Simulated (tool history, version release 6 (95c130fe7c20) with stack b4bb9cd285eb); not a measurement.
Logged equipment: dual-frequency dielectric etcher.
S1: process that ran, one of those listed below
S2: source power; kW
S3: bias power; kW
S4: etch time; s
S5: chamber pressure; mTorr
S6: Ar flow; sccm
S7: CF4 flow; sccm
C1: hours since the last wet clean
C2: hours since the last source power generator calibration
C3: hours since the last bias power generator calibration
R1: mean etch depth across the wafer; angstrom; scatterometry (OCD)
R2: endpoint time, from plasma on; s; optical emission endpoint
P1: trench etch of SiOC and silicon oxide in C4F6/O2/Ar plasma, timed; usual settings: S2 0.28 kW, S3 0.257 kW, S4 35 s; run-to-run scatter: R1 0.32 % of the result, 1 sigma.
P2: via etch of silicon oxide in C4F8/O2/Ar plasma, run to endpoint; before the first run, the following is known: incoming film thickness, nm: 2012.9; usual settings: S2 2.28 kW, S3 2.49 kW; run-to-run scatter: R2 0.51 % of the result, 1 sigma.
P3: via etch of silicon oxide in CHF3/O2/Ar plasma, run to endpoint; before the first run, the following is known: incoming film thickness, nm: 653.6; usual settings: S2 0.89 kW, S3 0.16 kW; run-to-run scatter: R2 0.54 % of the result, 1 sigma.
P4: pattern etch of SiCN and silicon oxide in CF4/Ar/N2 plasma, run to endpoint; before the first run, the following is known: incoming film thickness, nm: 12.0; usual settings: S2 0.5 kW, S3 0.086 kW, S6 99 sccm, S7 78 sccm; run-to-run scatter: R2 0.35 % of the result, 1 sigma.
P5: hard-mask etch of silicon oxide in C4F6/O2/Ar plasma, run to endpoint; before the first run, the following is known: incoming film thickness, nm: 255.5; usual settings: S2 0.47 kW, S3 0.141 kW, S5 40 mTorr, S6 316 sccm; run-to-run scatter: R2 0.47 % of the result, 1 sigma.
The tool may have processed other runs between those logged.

{"run": 1, "hour": 9.4, "S1": "P1", "S2": 0.28, "S3": 0.257, "S4": 35, "C1": 116, "C2": 2082.2, "C3": 924.5, "R1": 685.86}
{"run": 2, "hour": 21.4, "S1": "P3", "S2": 0.89, "S3": 0.223, "C1": 128, "C2": 2094.2, "C3": 936.5, "R2": 267.57}
{"run": 3, "hour": 34.5, "S1": "P5", "S2": 0.47, "S3": 0.141, "S5": 40, "S6": 227, "C1": 141.1, "C2": 2107.3, "C3": 949.6, "R2": 81.618}
{"run": 4, "hour": 43.0, "S1": "P4", "S2": 0.5, "S3": 0.086, "S6": 99, "S7": 59, "C1": 149.6, "C2": 2115.8, "C3": 958.1, "R2": 12.406}
{"run": 5, "hour": 50.6, "S1": "P2", "S2": 2.28, "S3": 3.034, "C1": 157.2, "C2": 2123.4, "C3": 965.7, "R2": 336.01}
{"run": 6, "hour": 58.0, "S1": "P1", "S2": 0.39, "S3": 0.257, "S4": 35, "C1": 164.6, "C2": 2130.8, "C3": 973.1, "R1": 777.97}
{"run": 7, "hour": 74.1, "S1": "P1", "S2": 0.28, "S3": 0.257, "S4": 35, "C1": 180.7, "C2": 2146.9, "C3": 989.2, "R1": 684.2}
{"run": 8, "hour": 88.2, "S1": "P4", "S2": 0.5, "S3": 0.061, "S6": 99, "S7": 78, "C1": 194.8, "C2": 2161, "C3": 1003.3, "R2": 13.269}
{"run": 9, "hour": 100.4, "S1": "P4", "S2": 0.36, "S3": 0.086, "S6": 99, "S7": 78, "C1": 207, "C2": 2173.2, "C3": 1015.5, "R2": 15.733}
{"run": 10, "hour": 108.1, "S1": "P2", "S2": 2.28, "S3": 2.49, "C1": 214.7, "C2": 2180.9, "C3": 1023.2, "R2": 353.76}
{"run": 11, "hour": 120.3, "S1": "P1", "S2": 0.28, "S3": 0.186, "S4": 35, "C1": 226.9, "C2": 2193.1, "C3": 1035.4, "R1": 615.46}
{"run": 12, "hour": 127.9, "S1": "P1", "S2": 0.22, "S3": 0.257, "S4": 35, "C1": 234.5, "C2": 2200.7, "C3": 1043, "R1": 624.42}
{"run": 13, "hour": 136.1, "S1": "P5", "S2": 0.6, "S3": 0.141, "S5": 40, "S6": 316, "C1": 242.7, "C2": 2208.9, "C3": 1051.2, "R2": 76.111}
{"run": 14, "hour": 151.6, "S1": "P5", "S2": 0.47, "S3": 0.184, "S5": 40, "S6": 316, "C1": 258.2, "C2": 2224.4, "C3": 1066.7, "R2": 78.518}
{"run": 15, "hour": 168.6, "S1": "P1", "S2": 0.28, "S3": 0.257, "S4": 44, "C1": 275.2, "C2": 2241.4, "C3": 1083.7, "R1": 857.96}
{"run": 16, "hour": 184.1, "S1": "P1", "S2": 0.28, "S3": 0.257, "S4": 35, "C1": 290.7, "C2": 2256.9, "C3": 1099.2, "R1": 682.88}
{"run": 17, "hour": 196.5, "S1": "P1", "S2": 0.28, "S3": 0.257, "S4": 35, "C1": 303.1, "C2": 2269.3, "C3": 1111.6, "R1": 682.61}
{"run": 18, "hour": 207.8, "S1": "P5", "S2": 0.47, "S3": 0.141, "S5": 40, "S6": 316, "C1": 314.4, "C2": 2280.6, "C3": 1122.9, "R2": 84.02}
{"run": 19, "hour": 216.2, "S1": "P1", "S2": 0.28, "S3": 0.257, "S4": 35, "C1": 322.8, "C2": 2289, "C3": 1131.3, "R1": 685.02}
{"run": 20, "hour": 224.0, "S1": "P4", "S2": 0.5, "S3": 0.086, "S6": 57, "S7": 78, "C1": 330.6, "C2": 2296.8, "C3": 1139.1, "R2": 11.102}
{"run": 21, "hour": 231.5, "S1": "P3", "S2": 0.89, "S3": 0.16, "C1": 338.1, "C2": 2304.3, "C3": 1146.6, "R2": 296.49}
{"run": 22, "hour": 248.0, "S1": "P4", "S2": 0.5, "S3": 0.086, "S6": 99, "S7": 78, "C1": 354.6, "C2": 2320.8, "C3": 1163.1, "R2": 11.896}
{"run": 23, "hour": 256.5, "S1": "P1", "S2": 0.28, "S3": 0.306, "S4": 35, "C1": 363.1, "C2": 2329.3, "C3": 1171.6, "R1": 723.9}
{"run": 24, "hour": 270.7, "S1": "P5", "S2": 0.47, "S3": 0.141, "S5": 31.5, "S6": 316, "C1": 377.3, "C2": 2343.5, "C3": 1185.8, "R2": 82.235}
{"run": 25, "hour": 279.1, "S1": "P1", "S2": 0.21, "S3": 0.257, "S4": 49, "C1": 385.7, "C2": 2351.9, "C3": 1194.2, "R1": 854.03}
{"run": 26, "hour": 288.4, "S1": "P1", "S2": 0.28, "S3": 0.257, "S4": 23, "C1": 395, "C2": 2361.2, "C3": 1203.5, "R1": 449.58}
{"run": 27, "hour": 298.0, "S1": "P2", "S2": 1.53, "S3": 2.49, "C1": 404.6, "C2": 2370.8, "C3": 1213.1, "R2": 411.94}
{"run": 28, "hour": 306.8, "S1": "P3", "S2": 1.12, "S3": 0.16, "C1": 413.4, "C2": 2379.6, "C3": 1221.9, "R2": 271.83}
{"run": 29, "hour": 319.0, "S1": "P1", "S2": 0.28, "S3": 0.257, "S4": 35, "C1": 425.6, "C2": 2391.8, "C3": 1234.1, "R1": 681.91}
{"run": 30, "hour": 331.5, "S1": "P1", "S2": 0.28, "S3": 0.257, "S4": 35, "C1": 438.1, "C2": 2404.3, "C3": 1246.6, "R1": 685.45}
{"run": 31, "hour": 341.6, "S1": "P1", "S2": 0.28, "S3": 0.257, "S4": 35, "C1": 448.2, "C2": 2414.4, "C3": 1256.7, "R1": 689.34}
{"run": 32, "hour": 348.9, "S1": "P1", "S2": 0.28, "S3": 0.257, "S4": 35, "C1": 455.5, "C2": 2421.7, "C3": 1264, "R1": 688.14}
{"run": 33, "hour": 359.2, "S1": "P1", "S2": 0.28, "S3": 0.257, "S4": 35, "C1": 465.8, "C2": 2432, "C3": 1274.3, "R1": 690.84}
{"run": 34, "hour": 369.6, "S1": "P1", "S2": 0.28, "S3": 0.257, "S4": 35, "C1": 476.2, "C2": 2442.4, "C3": 1284.7, "R1": 691.73}
{"run": 35, "hour": 381.1, "S1": "P1", "S2": 0.28, "S3": 0.257, "S4": 35, "C1": 487.7, "C2": 2453.9, "C3": 1296.2, "R1": 689.77}
{"run": 36, "hour": 397.7, "S1": "P1", "S2": 0.28, "S3": 0.257, "S4": 35, "C1": 504.3, "C2": 2470.5, "C3": 1312.8, "R1": 695.66}
{"hour": 406.1, "done": "wet clean of the chamber"}
{"run": 37, "hour": 406.9, "S1": "P1", "S2": 0.28, "S3": 0.257, "S4": 35, "C1": 0.9, "C2": 2479.7, "C3": 1322, "R1": 689.92}
{"run": 38, "hour": 422.2, "S1": "P1", "S2": 0.28, "S3": 0.257, "S4": 35, "C1": 16.2, "C2": 2495, "C3": 1337.3, "R1": 694.7}
{"run": 39, "hour": 432.4, "S1": "P1", "S2": 0.28, "S3": 0.257, "S4": 35, "C1": 26.4, "C2": 2505.2, "C3": 1347.5, "R1": 693.71}
{"run": 40, "hour": 447.0, "S1": "P1", "S2": 0.28, "S3": 0.257, "S4": 35, "C1": 41, "C2": 2519.8, "C3": 1362.1, "R1": 693.4}

Something has made what P1 gives creep away from where it was; the 2 causes below, each at its own stated size, fit the log equally well:
A: bias power that arrives over what is set, % = 4.77
B: source power that arrives over what is set, % = 4.38
The drift started at roughly hour 319.
Why every other cause is out:
chamber walls in a state that raises the etch rate, %: serviced at hour 406.1, after the change had begun; the process did not return to its earlier output

Which of the check runs below tells the causes apart, meaning the causes would give it clearly different results? Each run uses 2 wafers whose results are averaged, and each result is shown as a question mark.
{"run": "check 1", "hour": 461.6, "S1": "P3", "S2": 0.89, "S3": 0.195, "R2": "?"}
{"run": "check 2", "hour": 461.6, "S1": "P4", "S2": 0.5, "S3": 0.086, "S6": 99, "S7": 63, "R2": "?"}
{"run": "check 3", "hour": 461.6, "S1": "P2", "S2": 1.77, "S3": 2.877, "R2": "?"}
{"run": "check 4", "hour": 461.6, "S1": "P5", "S2": 0.59, "S3": 0.168, "S5": 40, "S6": 316, "R2": "?"}

Check results expected under each cause:
check=check_1 result=R2 if_A=274.81 if_B=274.56
check=check_2 result=R2 if_A=11.993 if_B=11.742
check=check_3 result=R2 if_A=366.18 if_B=365.38
check=check_4 result=R2 if_A=72.089 if_B=71.888
Per-check spread between the two closest causes, in the result where they differ most: check 1 0.09 %; check 2 2.11 %; check 3 0.22 %; check 4 0.28 %
Only in check 2 would the causes give clearly different results; in the remaining checks their results would be nearly the same.

Check 2 has now been run. It gave: R2 11.706 s. Which of the candidate causes is it?

It was cause B: source power that arrives over what is set, %.
